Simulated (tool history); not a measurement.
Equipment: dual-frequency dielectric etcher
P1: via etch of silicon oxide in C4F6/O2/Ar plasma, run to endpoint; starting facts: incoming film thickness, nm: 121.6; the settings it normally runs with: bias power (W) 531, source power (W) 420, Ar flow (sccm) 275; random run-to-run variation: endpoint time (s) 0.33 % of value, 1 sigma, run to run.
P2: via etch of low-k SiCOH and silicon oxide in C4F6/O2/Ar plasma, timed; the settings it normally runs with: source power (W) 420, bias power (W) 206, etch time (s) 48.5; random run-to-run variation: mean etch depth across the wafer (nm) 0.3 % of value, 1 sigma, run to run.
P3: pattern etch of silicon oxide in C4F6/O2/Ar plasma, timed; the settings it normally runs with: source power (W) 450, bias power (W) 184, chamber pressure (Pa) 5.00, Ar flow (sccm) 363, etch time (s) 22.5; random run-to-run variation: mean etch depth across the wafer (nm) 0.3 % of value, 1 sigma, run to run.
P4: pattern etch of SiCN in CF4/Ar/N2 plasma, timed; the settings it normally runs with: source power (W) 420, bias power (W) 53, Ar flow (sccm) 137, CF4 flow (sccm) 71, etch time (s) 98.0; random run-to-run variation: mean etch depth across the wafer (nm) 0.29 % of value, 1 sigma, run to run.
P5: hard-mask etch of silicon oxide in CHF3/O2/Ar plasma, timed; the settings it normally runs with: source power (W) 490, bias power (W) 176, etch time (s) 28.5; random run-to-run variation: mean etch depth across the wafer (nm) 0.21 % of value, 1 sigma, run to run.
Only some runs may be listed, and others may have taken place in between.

run,hour,process that ran,bias power (W),source power (W),Ar flow (sccm),etch time (s),chamber pressure (Pa),CF4 flow (sccm),hours since the last wet clean,hours since the last bias power generator calibration,hours since the last source power generator calibration,hours since the last Ar flow controller change,endpoint time (s),mean etch depth across the wafer (nm)
1,12.1,P1,531,420,275,,,,212.4,2682.4,1969.8,1047.2,25.971,
2,26.6,P2,206,420,,48.5,,,226.9,2696.9,1984.3,1061.7,,121.670
3,37.7,P1,531,320,219,,,,238.0,2708.0,1995.4,1072.8,28.090,
4,50.7,P5,176,650,,28.5,,,251.0,2721.0,2008.4,1085.8,,56.674
5,62.7,P1,531,420,275,,,,263.0,2733.0,2020.4,1097.8,26.069,
6,76.5,P5,176,490,,28.5,,,276.8,2746.8,2034.2,1111.6,,50.827
7,89.9,P2,206,420,,61.0,,,290.2,2760.2,2047.6,1125.0,,152.880
8,103.2,P3,261,450,363,22.5,5.00,,303.5,2773.5,2060.9,1138.3,,78.005
9,116.0,P4,31,420,137,98.0,,71,316.3,2786.3,2073.7,1151.1,,57.837
10,123.0,P1,698,420,275,,,,323.3,2793.3,2080.7,1158.1,23.452,
11,133.5,P4,53,420,137,98.0,,100,333.8,2803.8,2091.2,1168.6,,72.711
# hour 139.4: source power generator calibrated
12,142.3,P5,176,490,,28.5,,,342.6,2812.6,2.9,1177.4,,51.032
13,156.1,P2,206,420,,48.5,,,356.4,2826.4,16.7,1191.2,,121.930
14,168.4,P4,53,420,137,62.0,,71,368.7,2838.7,29.0,1203.5,,43.423
15,182.9,P4,53,420,110,98.0,,71,383.2,2853.2,43.5,1218.0,,71.371
16,190.5,P1,310,420,275,,,,390.8,2860.8,51.1,1225.6,31.526,
17,200.2,P4,53,420,137,98.0,,71,400.5,2870.5,60.8,1235.3,,68.955
18,212.4,P5,176,490,,38.0,,,412.7,2882.7,73.0,1247.5,,67.756
19,221.7,P2,206,550,,48.5,,,422.0,2892.0,82.3,1256.8,,134.860
20,233.8,P1,531,420,362,,,,434.1,2904.1,94.4,1268.9,26.776,
21,242.9,P3,184,310,363,22.5,5.00,,443.2,2913.2,103.5,1278.0,,60.373
22,257.2,P5,107,490,,28.5,,,457.5,2927.5,117.8,1292.3,,43.320
23,269.1,P3,184,450,363,31.5,5.00,,469.4,2939.4,129.7,1304.2,,97.860
24,281.1,P3,184,450,363,22.5,5.00,,481.4,2951.4,141.7,1316.2,,69.503
25,293.8,P2,139,420,,48.5,,,494.1,2964.1,154.4,1328.9,,108.040
26,300.9,P1,531,420,208,,,,501.2,2971.2,161.5,1336.0,25.324,
27,314.0,P1,531,420,275,,,,514.3,2984.3,174.6,1349.1,25.857,
28,326.3,P3,184,450,292,22.5,5.00,,526.6,2996.6,186.9,1361.4,,71.361
29,339.4,P1,531,500,275,,,,539.7,3009.7,200.0,1374.5,24.562,
30,347.0,P4,53,340,137,98.0,,71,547.3,3017.3,207.6,1382.1,,56.981
31,358.4,P1,531,420,275,,,,558.7,3028.7,219.0,1393.5,26.036,
32,366.2,P1,531,250,275,,,,566.5,3036.5,226.8,1401.3,31.600,
33,372.6,P3,184,450,363,22.5,3.80,,572.9,3042.9,233.2,1407.7,,72.019
34,384.9,P3,184,450,363,22.5,5.00,,585.2,3055.2,245.5,1420.0,,69.609
35,394.9,P1,531,420,275,,,,595.2,3065.2,255.5,1430.0,25.999,
36,409.0,P1,531,420,275,,,,609.3,3079.3,269.6,1444.1,25.840,
37,418.8,P1,531,420,275,,,,619.1,3089.1,279.4,1453.9,25.622,
38,432.3,P1,531,420,275,,,,632.6,3102.6,292.9,1467.4,25.713,
39,444.8,P1,531,420,275,,,,645.1,3115.1,305.4,1479.9,25.812,
# hour 454.9: wet clean of the chamber
40,459.3,P1,531,420,275,,,,4.4,3129.6,319.9,1494.4,25.599,
# hour 462.4: Ar flow controller replaced
41,470.6,P1,531,420,275,,,,15.7,3140.9,331.2,8.3,25.663,
42,483.9,P1,531,420,275,,,,29.0,3154.2,344.5,21.6,25.662,
43,494.1,P1,531,420,275,,,,39.2,3164.4,354.7,31.8,25.818,

The log shows P1 creeping away from where it was. Any of the 2 causes listed here, at the size stated for it, fits the log just as well as the others:
A: source power that arrives over what is set, % = 4.61
B: bias power that arrives over what is set, % = 4.49
The drift started at roughly hour 394.9.
What rules out each remaining cause:
chamber walls in a state that raises the etch rate, %: serviced after onset, at hour 454.9, with no recovery of the prior output
Ar flow that arrives under what is set, %: serviced after onset, at hour 462.4, with no recovery of the prior output

Below are 4 check runs, each on a single wafer, with their results shown as question marks. Which of them would tell the listed causes apart, meaning the causes would give clearly different results under it?
check 1,504.3,P3,184,450,363,22.5,5.00,,,,,,,?
check 2,504.3,P2,206,420,,48.5,,,,,,,,?
check 3,504.3,P5,176,490,,28.5,,,,,,,,?
check 4,504.3,P4,53,420,137,98.0,,71,,,,,,?

Check results expected under each cause:
check,result,if A,if B
check 1,mean etch depth across the wafer (nm),70.947,70.684
check 2,mean etch depth across the wafer (nm),124.020,123.620
check 3,mean etch depth across the wafer (nm),51.801,51.686
check 4,mean etch depth across the wafer (nm),71.550,69.818
Per check, the gap between the least separated pair of causes, taken in the result that splits them most: check 1 0.37 %; check 2 0.32 %; check 3 0.22 %; check 4 2.45 %
Of the check runs offered, only check 4 discriminates between the causes; the rest would read about the same regardless of which cause applies.

The results of check 4 are: mean etch depth across the wafer (nm) 71.365. Based on these, which of the listed causes is it?

Of the candidate causes, it is A: source power that arrives over what is set, %.
